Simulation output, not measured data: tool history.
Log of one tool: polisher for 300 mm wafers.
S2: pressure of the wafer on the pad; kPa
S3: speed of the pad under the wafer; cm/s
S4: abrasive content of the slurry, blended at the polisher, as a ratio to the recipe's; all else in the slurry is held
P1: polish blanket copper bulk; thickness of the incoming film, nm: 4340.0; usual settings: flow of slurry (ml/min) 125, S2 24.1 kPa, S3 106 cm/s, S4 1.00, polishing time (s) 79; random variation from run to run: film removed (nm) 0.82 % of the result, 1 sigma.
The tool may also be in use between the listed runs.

run 1 hour=8.9 | flow_of_slurry_(ml/min)=125 S2=24.1 S3=106 S4=1.00 polishing_time_(s)=79 | film_removed_(nm)=908.47
run 2 hour=18.0 | flow_of_slurry_(ml/min)=125 S2=24.1 S3=106 S4=1.00 polishing_time_(s)=79 | film_removed_(nm)=919.12
run 3 hour=33.1 | flow_of_slurry_(ml/min)=125 S2=24.1 S3=80 S4=1.00 polishing_time_(s)=50 | film_removed_(nm)=434.10
run 4 hour=42.3 | flow_of_slurry_(ml/min)=125 S2=24.1 S3=106 S4=1.00 polishing_time_(s)=79 | film_removed_(nm)=898.56
run 5 hour=53.5 | flow_of_slurry_(ml/min)=125 S2=35.9 S3=106 S4=1.00 polishing_time_(s)=79 | film_removed_(nm)=1356.80
run 6 hour=68.0 | flow_of_slurry_(ml/min)=125 S2=24.1 S3=106 S4=0.75 polishing_time_(s)=79 | film_removed_(nm)=841.09
run 7 hour=81.6 | flow_of_slurry_(ml/min)=125 S2=24.1 S3=106 S4=1.00 polishing_time_(s)=51 | film_removed_(nm)=587.32
run 8 hour=91.0 | flow_of_slurry_(ml/min)=125 S2=24.1 S3=106 S4=1.00 polishing_time_(s)=79 | film_removed_(nm)=901.22
run 9 hour=100.4 | flow_of_slurry_(ml/min)=125 S2=24.1 S3=160 S4=1.00 polishing_time_(s)=79 | film_removed_(nm)=1368.60
run 10 hour=109.0 | flow_of_slurry_(ml/min)=125 S2=24.1 S3=106 S4=1.00 polishing_time_(s)=79 | film_removed_(nm)=908.60
run 11 hour=120.0 | flow_of_slurry_(ml/min)=125 S2=24.1 S3=106 S4=1.40 polishing_time_(s)=79 | film_removed_(nm)=973.86
run 12 hour=133.8 | flow_of_slurry_(ml/min)=125 S2=11.7 S3=106 S4=1.00 polishing_time_(s)=79 | film_removed_(nm)=441.02
run 13 hour=146.1 | flow_of_slurry_(ml/min)=125 S2=16.5 S3=106 S4=1.00 polishing_time_(s)=102 | film_removed_(nm)=790.27
run 14 hour=153.7 | flow_of_slurry_(ml/min)=75 S2=24.1 S3=106 S4=1.00 polishing_time_(s)=79 | film_removed_(nm)=788.62
run 15 hour=163.7 | flow_of_slurry_(ml/min)=125 S2=24.1 S3=106 S4=1.00 polishing_time_(s)=79 | film_removed_(nm)=907.12
run 16 hour=172.5 | flow_of_slurry_(ml/min)=170 S2=24.1 S3=106 S4=1.00 polishing_time_(s)=79 | film_removed_(nm)=958.12
run 17 hour=181.9 | flow_of_slurry_(ml/min)=125 S2=24.1 S3=106 S4=1.00 polishing_time_(s)=123 | film_removed_(nm)=1419.80
run 18 hour=191.7 | flow_of_slurry_(ml/min)=125 S2=24.1 S3=56 S4=1.00 polishing_time_(s)=79 | film_removed_(nm)=481.32
run 19 hour=200.9 | flow_of_slurry_(ml/min)=125 S2=24.1 S3=106 S4=1.00 polishing_time_(s)=79 | film_removed_(nm)=909.49
run 20 hour=212.9 | flow_of_slurry_(ml/min)=125 S2=24.1 S3=106 S4=1.00 polishing_time_(s)=79 | film_removed_(nm)=876.32
run 21 hour=221.0 | flow_of_slurry_(ml/min)=125 S2=24.1 S3=106 S4=1.00 polishing_time_(s)=79 | film_removed_(nm)=879.35
run 22 hour=234.6 | flow_of_slurry_(ml/min)=125 S2=24.1 S3=106 S4=1.00 polishing_time_(s)=79 | film_removed_(nm)=862.76
-- hour=236.4 slurry blender recalibrated
-- hour=239.1 head pressure recalibrated
run 23 hour=248.8 | flow_of_slurry_(ml/min)=125 S2=24.1 S3=106 S4=1.00 polishing_time_(s)=79 | film_removed_(nm)=859.51
run 24 hour=263.6 | flow_of_slurry_(ml/min)=125 S2=24.1 S3=106 S4=1.00 polishing_time_(s)=79 | film_removed_(nm)=846.38
run 25 hour=271.5 | flow_of_slurry_(ml/min)=125 S2=24.1 S3=106 S4=1.00 polishing_time_(s)=79 | film_removed_(nm)=835.61

Run 26 comes next. What will it give?
run 26 hour=279.4 | flow_of_slurry_(ml/min)=125 S2=24.1 S3=106 S4=1.00 polishing_time_(s)=79 | film_removed_(nm)=?

Run 26 gave film removed (nm) 830.37.
